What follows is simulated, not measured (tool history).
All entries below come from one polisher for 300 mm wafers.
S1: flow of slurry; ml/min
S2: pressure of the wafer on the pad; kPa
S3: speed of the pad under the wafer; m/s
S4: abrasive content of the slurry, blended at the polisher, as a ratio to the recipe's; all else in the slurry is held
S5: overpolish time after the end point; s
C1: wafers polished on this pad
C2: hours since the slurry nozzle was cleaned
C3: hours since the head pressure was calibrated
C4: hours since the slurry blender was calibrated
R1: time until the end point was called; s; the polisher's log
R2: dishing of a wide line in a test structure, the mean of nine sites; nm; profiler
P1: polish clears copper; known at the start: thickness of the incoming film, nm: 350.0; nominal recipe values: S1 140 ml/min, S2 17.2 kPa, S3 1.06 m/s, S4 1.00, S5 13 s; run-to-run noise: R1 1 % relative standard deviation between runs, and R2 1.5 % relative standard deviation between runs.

Run 1, day 0.538: S1 140 ml/min, S2 17.2 kPa, S3 1.06 m/s, S4 1.00, S5 13 s; C1 718; C2 473.1; C3 384.7; C4 274.6. Result: R1 108.080 s, R2 25.4830 nm.
Run 2, day 0.908: S1 140 ml/min, S2 17.2 kPa, S3 1.06 m/s, S4 1.30, S5 20 s; C1 818; C2 482.0; C3 393.6; C4 283.5. Result: R1 103.320 s, R2 36.7100 nm.
Run 3, day 1.517: S1 140 ml/min, S2 17.2 kPa, S3 1.06 m/s, S4 1.40, S5 13 s; C1 981; C2 496.6; C3 408.2; C4 298.1. Result: R1 101.420 s, R2 27.2380 nm.
Run 4, day 2.017: S1 140 ml/min, S2 17.2 kPa, S3 1.06 m/s, S4 1.00, S5 13 s; C1 1115; C2 508.6; C3 420.2; C4 310.1. Result: R1 111.750 s, R2 25.7380 nm.
Run 5, day 2.312: S1 140 ml/min, S2 17.2 kPa, S3 1.06 m/s, S4 1.00, S5 13 s; C1 1194; C2 515.7; C3 427.3; C4 317.2. Result: R1 111.220 s, R2 25.3520 nm.
Run 6, day 2.729: S1 210 ml/min, S2 10.3 kPa, S3 1.06 m/s, S4 1.00, S5 13 s; C1 1306; C2 525.7; C3 437.3; C4 327.2. Result: R1 172.680 s, R2 17.3960 nm.
Run 7, day 3.200: S1 140 ml/min, S2 17.2 kPa, S3 1.06 m/s, S4 1.00, S5 4 s; C1 1432; C2 537.0; C3 448.6; C4 338.5. Result: R1 109.850 s, R2 9.3865 nm.
Run 8, day 3.475: S1 140 ml/min, S2 17.2 kPa, S3 1.68 m/s, S4 1.00, S5 13 s; C1 1506; C2 543.6; C3 455.2; C4 345.1. Result: R1 69.674 s, R2 36.8870 nm.
At day 3.712: head pressure recalibrated.
Run 9, day 3.929: S1 140 ml/min, S2 27.6 kPa, S3 1.06 m/s, S4 1.00, S5 13 s; C1 1627; C2 554.5; C3 5.3; C4 356.0. Result: R1 69.326 s, R2 38.0170 nm.
Run 10, day 4.292: S1 140 ml/min, S2 17.2 kPa, S3 0.72 m/s, S4 1.00, S5 13 s; C1 1725; C2 563.2; C3 14.0; C4 364.7. Result: R1 161.680 s, R2 18.9460 nm.
Run 11, day 4.733: S1 140 ml/min, S2 17.2 kPa, S3 1.06 m/s, S4 1.00, S5 13 s; C1 1843; C2 573.8; C3 24.6; C4 375.3. Result: R1 109.380 s, R2 26.7020 nm.
Run 12, day 5.146: S1 140 ml/min, S2 17.2 kPa, S3 1.06 m/s, S4 0.55, S5 13 s; C1 1953; C2 583.7; C3 34.5; C4 385.2. Result: R1 126.090 s, R2 24.0490 nm.
Run 13, day 5.446: S1 140 ml/min, S2 17.2 kPa, S3 1.06 m/s, S4 1.00, S5 19 s; C1 2034; C2 590.9; C3 41.7; C4 392.4. Result: R1 109.750 s, R2 33.5520 nm.
Run 14, day 5.858: S1 220 ml/min, S2 17.2 kPa, S3 1.06 m/s, S4 1.00, S5 13 s; C1 2144; C2 600.8; C3 51.6; C4 402.3. Result: R1 104.560 s, R2 27.3580 nm.
Run 15, day 6.154: S1 140 ml/min, S2 9.0 kPa, S3 1.06 m/s, S4 1.00, S5 13 s; C1 2224; C2 607.9; C3 58.7; C4 409.4. Result: R1 211.100 s, R2 14.6940 nm.
Run 16, day 6.617: S1 140 ml/min, S2 17.2 kPa, S3 1.06 m/s, S4 1.00, S5 13 s; C1 2348; C2 619.0; C3 69.8; C4 420.5. Result: R1 109.230 s, R2 25.8380 nm.
Run 17, day 7.100: S1 85 ml/min, S2 17.2 kPa, S3 1.06 m/s, S4 1.00, S5 13 s; C1 2477; C2 630.6; C3 81.4; C4 432.1. Result: R1 123.010 s, R2 24.6240 nm.
Run 18, day 7.417: S1 140 ml/min, S2 17.2 kPa, S3 1.54 m/s, S4 1.00, S5 18 s; C1 2562; C2 638.2; C3 89.0; C4 439.7. Result: R1 75.022 s, R2 42.9300 nm.
Run 19, day 7.912: S1 140 ml/min, S2 17.2 kPa, S3 1.06 m/s, S4 1.00, S5 13 s; C1 2695; C2 650.1; C3 100.9; C4 451.6. Result: R1 111.890 s, R2 26.3610 nm.
Run 20, day 8.383: S1 140 ml/min, S2 17.2 kPa, S3 1.06 m/s, S4 1.00, S5 13 s; C1 2821; C2 661.4; C3 112.2; C4 462.9. Result: R1 112.820 s, R2 25.5700 nm.
Run 21, day 8.812: S1 140 ml/min, S2 17.2 kPa, S3 1.06 m/s, S4 1.00, S5 13 s; C1 2936; C2 671.7; C3 122.5; C4 473.2. Result: R1 114.100 s, R2 25.0380 nm.
Run 22, day 9.221: S1 140 ml/min, S2 17.2 kPa, S3 1.06 m/s, S4 1.00, S5 13 s; C1 3046; C2 681.5; C3 132.3; C4 483.0. Result: R1 115.460 s, R2 25.1450 nm.
Run 23, day 9.812: S1 140 ml/min, S2 17.2 kPa, S3 1.06 m/s, S4 1.00, S5 13 s; C1 3204; C2 695.7; C3 146.5; C4 497.2. Result: R1 117.240 s, R2 24.7040 nm.
At day 10.096: worn pad replaced by a new one.
Run 24, day 10.150: S1 140 ml/min, S2 17.2 kPa, S3 1.06 m/s, S4 1.00, S5 13 s; C1 15; C2 703.8; C3 154.6; C4 505.3. Result: R1 118.070 s, R2 24.6980 nm.
Run 25, day 10.758: S1 140 ml/min, S2 17.2 kPa, S3 1.06 m/s, S4 1.00, S5 13 s; C1 178; C2 718.4; C3 169.2; C4 519.9. Result: R1 118.450 s, R2 24.4820 nm.
Run 26, day 11.142: S1 140 ml/min, S2 17.2 kPa, S3 1.06 m/s, S4 1.00, S5 13 s; C1 281; C2 727.6; C3 178.4; C4 529.1. Result: R1 119.920 s, R2 24.8000 nm.
At day 11.192: head pressure recalibrated.
Run 27, day 11.750: S1 140 ml/min, S2 17.2 kPa, S3 1.06 m/s, S4 1.00, S5 13 s; C1 444; C2 742.2; C3 13.4; C4 543.7. Result: R1 118.130 s, R2 24.3280 nm.
Run 28, day 12.275: S1 140 ml/min, S2 17.2 kPa, S3 1.06 m/s, S4 1.00, S5 13 s; C1 584; C2 754.8; C3 26.0; C4 556.3. Result: R1 119.940 s, R2 24.3690 nm.
Run 29, day 12.700: S1 140 ml/min, S2 17.2 kPa, S3 1.06 m/s, S4 1.00, S5 13 s; C1 698; C2 765.0; C3 36.2; C4 566.5. Result: R1 116.420 s, R2 24.6530 nm.

The log shows P1 creeping away from where it was. Any of the 2 causes listed here, at the size stated for it, fits the log just as well as the others:
A: abrasive missing from the slurry, % = 29.4
B: slurry flow missing at the pad, % = 28.8
The gradual shift began around day 7.912.
The rest of the possible causes, and what rules out each one:
removal rate lost through wear of the pad, %: maintenance at day 10.096, after the shift began, did not return the process to its former output
head's pressure below its setpoint, %: maintenance at day 11.192, after the shift began, did not return the process to its former output

4 check runs are offered, each on 5 wafers whose results are averaged, their results left as question marks. Which one tells the causes apart?
Run check 1, day 13.125: S1 140 ml/min, S2 9.7 kPa, S3 1.06 m/s, S4 0.55, S5 13 s. Result: R1 ?, R2 ?.
Run check 2, day 13.125: S1 85 ml/min, S2 26.9 kPa, S3 1.06 m/s, S4 1.00, S5 13 s. Result: R1 ?, R2 ?.
Run check 3, day 13.125: S1 140 ml/min, S2 25.5 kPa, S3 1.06 m/s, S4 1.35, S5 13 s. Result: R1 ?, R2 ?.
Run check 4, day 13.125: S1 140 ml/min, S2 17.2 kPa, S3 1.06 m/s, S4 0.55, S5 13 s. Result: R1 ?, R2 ?.

Check results expected under each cause:
  check  result     if A     if B
check 1      R1  237.980  239.250
check 1      R2  13.3720  13.3090
check 2      R1   85.206   88.625
check 2      R2  32.1440  31.2110
check 3      R1   75.158   74.942
check 3      R2  35.1600  35.2320
check 4      R1  133.270  133.980
check 4      R2  22.3230  22.2260
Minimum pairwise separation of causes per check, each pair taken at its best-separating result: check 1 0.53 %; check 2 3.93 %; check 3 0.29 %; check 4 0.53 %
The other checks would show nearly matching results whichever cause is true, so check 2 is the only one that separates the causes.

Running check 2 produced the following: R1 85.471 s; R2 32.2350 nm. Which one of the listed causes fits?

The cause is A: abrasive missing from the slurry, %.

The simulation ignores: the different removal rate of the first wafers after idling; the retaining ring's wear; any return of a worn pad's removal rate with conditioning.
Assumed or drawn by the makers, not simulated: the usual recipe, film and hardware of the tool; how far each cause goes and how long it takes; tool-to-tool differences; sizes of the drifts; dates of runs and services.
